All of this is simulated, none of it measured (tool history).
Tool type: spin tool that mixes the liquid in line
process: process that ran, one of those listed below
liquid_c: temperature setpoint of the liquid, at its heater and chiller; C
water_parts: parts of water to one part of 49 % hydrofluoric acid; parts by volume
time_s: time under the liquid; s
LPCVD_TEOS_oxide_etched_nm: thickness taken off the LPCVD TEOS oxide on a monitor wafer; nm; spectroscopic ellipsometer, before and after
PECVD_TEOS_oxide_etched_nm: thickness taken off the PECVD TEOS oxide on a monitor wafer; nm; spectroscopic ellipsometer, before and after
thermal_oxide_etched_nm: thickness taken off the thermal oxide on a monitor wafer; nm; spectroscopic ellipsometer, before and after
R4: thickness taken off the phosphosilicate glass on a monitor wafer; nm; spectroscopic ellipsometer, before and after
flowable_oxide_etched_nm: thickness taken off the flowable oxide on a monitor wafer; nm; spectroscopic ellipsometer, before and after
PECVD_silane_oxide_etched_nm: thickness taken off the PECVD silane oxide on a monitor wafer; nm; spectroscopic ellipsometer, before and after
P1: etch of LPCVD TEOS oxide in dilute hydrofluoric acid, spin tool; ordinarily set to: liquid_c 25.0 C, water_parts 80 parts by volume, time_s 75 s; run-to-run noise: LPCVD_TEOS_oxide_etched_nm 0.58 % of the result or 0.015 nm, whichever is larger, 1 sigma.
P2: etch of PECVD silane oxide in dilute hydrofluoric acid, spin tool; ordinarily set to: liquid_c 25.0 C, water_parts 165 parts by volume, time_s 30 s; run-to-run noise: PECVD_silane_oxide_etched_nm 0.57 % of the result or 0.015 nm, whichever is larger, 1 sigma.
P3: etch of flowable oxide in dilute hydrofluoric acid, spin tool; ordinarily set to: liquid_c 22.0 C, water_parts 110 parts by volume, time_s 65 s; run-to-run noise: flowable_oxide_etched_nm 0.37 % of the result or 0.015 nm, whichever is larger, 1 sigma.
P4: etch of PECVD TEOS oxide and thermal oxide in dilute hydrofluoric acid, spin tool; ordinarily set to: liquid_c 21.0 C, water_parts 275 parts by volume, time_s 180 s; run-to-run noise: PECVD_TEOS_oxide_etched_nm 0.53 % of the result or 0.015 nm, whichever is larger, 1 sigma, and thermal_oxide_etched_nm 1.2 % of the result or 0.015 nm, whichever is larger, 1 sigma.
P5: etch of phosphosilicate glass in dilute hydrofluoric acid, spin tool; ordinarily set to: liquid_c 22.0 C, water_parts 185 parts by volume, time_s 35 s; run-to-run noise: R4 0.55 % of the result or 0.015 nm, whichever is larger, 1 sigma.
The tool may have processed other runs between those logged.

{"run": 1, "hour": 9.0, "process": "P1", "liquid_c": 25.0, "water_parts": 80, "time_s": 75, "LPCVD_TEOS_oxide_etched_nm": 20.54}
{"run": 2, "hour": 20.7, "process": "P4", "liquid_c": 21.0, "water_parts": 275, "time_s": 95, "PECVD_TEOS_oxide_etched_nm": 3.4116, "thermal_oxide_etched_nm": 1.1515}
{"run": 3, "hour": 28.9, "process": "P1", "liquid_c": 25.0, "water_parts": 80, "time_s": 125, "LPCVD_TEOS_oxide_etched_nm": 33.984}
{"run": 4, "hour": 36.5, "process": "P1", "liquid_c": 25.0, "water_parts": 80, "time_s": 20, "LPCVD_TEOS_oxide_etched_nm": 5.4554}
{"run": 5, "hour": 45.2, "process": "P5", "liquid_c": 22.0, "water_parts": 270, "time_s": 35, "R4": 17.781}
{"run": 6, "hour": 54.8, "process": "P4", "liquid_c": 21.0, "water_parts": 505, "time_s": 180, "PECVD_TEOS_oxide_etched_nm": 2.8435, "thermal_oxide_etched_nm": 0.96548}
{"run": 7, "hour": 67.5, "process": "P1", "liquid_c": 25.0, "water_parts": 80, "time_s": 75, "LPCVD_TEOS_oxide_etched_nm": 20.387}
{"run": 8, "hour": 78.4, "process": "P4", "liquid_c": 21.0, "water_parts": 275, "time_s": 180, "PECVD_TEOS_oxide_etched_nm": 6.4761, "thermal_oxide_etched_nm": 2.2132}
{"hour": 87.4, "done": "hydrofluoric acid flow meter replaced"}
{"run": 9, "hour": 90.4, "process": "P3", "liquid_c": 22.0, "water_parts": 110, "time_s": 65, "flowable_oxide_etched_nm": 17.172}
{"run": 10, "hour": 99.4, "process": "P1", "liquid_c": 25.0, "water_parts": 80, "time_s": 75, "LPCVD_TEOS_oxide_etched_nm": 20.482}
{"run": 11, "hour": 109.2, "process": "P1", "liquid_c": 20.5, "water_parts": 125, "time_s": 75, "LPCVD_TEOS_oxide_etched_nm": 10.333}
{"run": 12, "hour": 116.4, "process": "P1", "liquid_c": 25.0, "water_parts": 80, "time_s": 75, "LPCVD_TEOS_oxide_etched_nm": 20.494}
{"run": 13, "hour": 129.0, "process": "P4", "liquid_c": 21.0, "water_parts": 275, "time_s": 180, "PECVD_TEOS_oxide_etched_nm": 6.3682, "thermal_oxide_etched_nm": 2.2127}
{"run": 14, "hour": 135.0, "process": "P1", "liquid_c": 30.0, "water_parts": 80, "time_s": 125, "LPCVD_TEOS_oxide_etched_nm": 41.368}
{"run": 15, "hour": 143.7, "process": "P1", "liquid_c": 30.0, "water_parts": 80, "time_s": 75, "LPCVD_TEOS_oxide_etched_nm": 24.882}
{"run": 16, "hour": 156.0, "process": "P1", "liquid_c": 25.0, "water_parts": 40, "time_s": 75, "LPCVD_TEOS_oxide_etched_nm": 43.571}
{"run": 17, "hour": 167.9, "process": "P5", "liquid_c": 17.0, "water_parts": 185, "time_s": 35, "R4": 23.274}
{"run": 18, "hour": 177.5, "process": "P1", "liquid_c": 19.0, "water_parts": 80, "time_s": 75, "LPCVD_TEOS_oxide_etched_nm": 16.08}
{"run": 19, "hour": 187.3, "process": "P2", "liquid_c": 25.0, "water_parts": 165, "time_s": 55, "PECVD_silane_oxide_etched_nm": 7.6825}
{"run": 20, "hour": 198.5, "process": "P1", "liquid_c": 30.5, "water_parts": 130, "time_s": 75, "LPCVD_TEOS_oxide_etched_nm": 14.452}
{"run": 21, "hour": 205.0, "process": "P2", "liquid_c": 25.0, "water_parts": 165, "time_s": 30, "PECVD_silane_oxide_etched_nm": 4.2565}
{"run": 22, "hour": 216.8, "process": "P5", "liquid_c": 22.0, "water_parts": 185, "time_s": 65, "R4": 52.459}
{"run": 23, "hour": 227.1, "process": "P2", "liquid_c": 18.0, "water_parts": 165, "time_s": 30, "PECVD_silane_oxide_etched_nm": 3.2065}
{"run": 24, "hour": 233.6, "process": "P1", "liquid_c": 25.0, "water_parts": 130, "time_s": 75, "LPCVD_TEOS_oxide_etched_nm": 11.978}
{"run": 25, "hour": 244.1, "process": "P5", "liquid_c": 22.0, "water_parts": 185, "time_s": 35, "R4": 28.153}
{"run": 26, "hour": 249.8, "process": "P1", "liquid_c": 25.0, "water_parts": 80, "time_s": 75, "LPCVD_TEOS_oxide_etched_nm": 20.688}
{"run": 27, "hour": 258.0, "process": "P4", "liquid_c": 27.5, "water_parts": 275, "time_s": 180, "PECVD_TEOS_oxide_etched_nm": 8.1371, "thermal_oxide_etched_nm": 2.7219}
{"run": 28, "hour": 267.9, "process": "P3", "liquid_c": 27.0, "water_parts": 110, "time_s": 65, "flowable_oxide_etched_nm": 21.031}
{"run": 29, "hour": 278.4, "process": "P2", "liquid_c": 25.0, "water_parts": 50, "time_s": 30, "PECVD_silane_oxide_etched_nm": 16.092}
{"run": 30, "hour": 289.9, "process": "P3", "liquid_c": 22.0, "water_parts": 110, "time_s": 15, "flowable_oxide_etched_nm": 3.9817}
{"run": 31, "hour": 297.6, "process": "P2", "liquid_c": 25.0, "water_parts": 165, "time_s": 30, "PECVD_silane_oxide_etched_nm": 4.2105}
{"run": 32, "hour": 305.3, "process": "P3", "liquid_c": 22.0, "water_parts": 190, "time_s": 65, "flowable_oxide_etched_nm": 9.1659}
{"run": 33, "hour": 313.7, "process": "P1", "liquid_c": 25.0, "water_parts": 80, "time_s": 75, "LPCVD_TEOS_oxide_etched_nm": 20.538}
{"run": 34, "hour": 322.9, "process": "P1", "liquid_c": 25.0, "water_parts": 80, "time_s": 75, "LPCVD_TEOS_oxide_etched_nm": 20.961}
{"run": 35, "hour": 331.7, "process": "P1", "liquid_c": 25.0, "water_parts": 80, "time_s": 75, "LPCVD_TEOS_oxide_etched_nm": 21.502}

Forecast run 36:
{"run": 36, "hour": 342.0, "process": "P1", "liquid_c": 25.0, "water_parts": 80, "time_s": 75, "LPCVD_TEOS_oxide_etched_nm": "?"}

{"run 36": {"LPCVD_TEOS_oxide_etched_nm": 21.565}}

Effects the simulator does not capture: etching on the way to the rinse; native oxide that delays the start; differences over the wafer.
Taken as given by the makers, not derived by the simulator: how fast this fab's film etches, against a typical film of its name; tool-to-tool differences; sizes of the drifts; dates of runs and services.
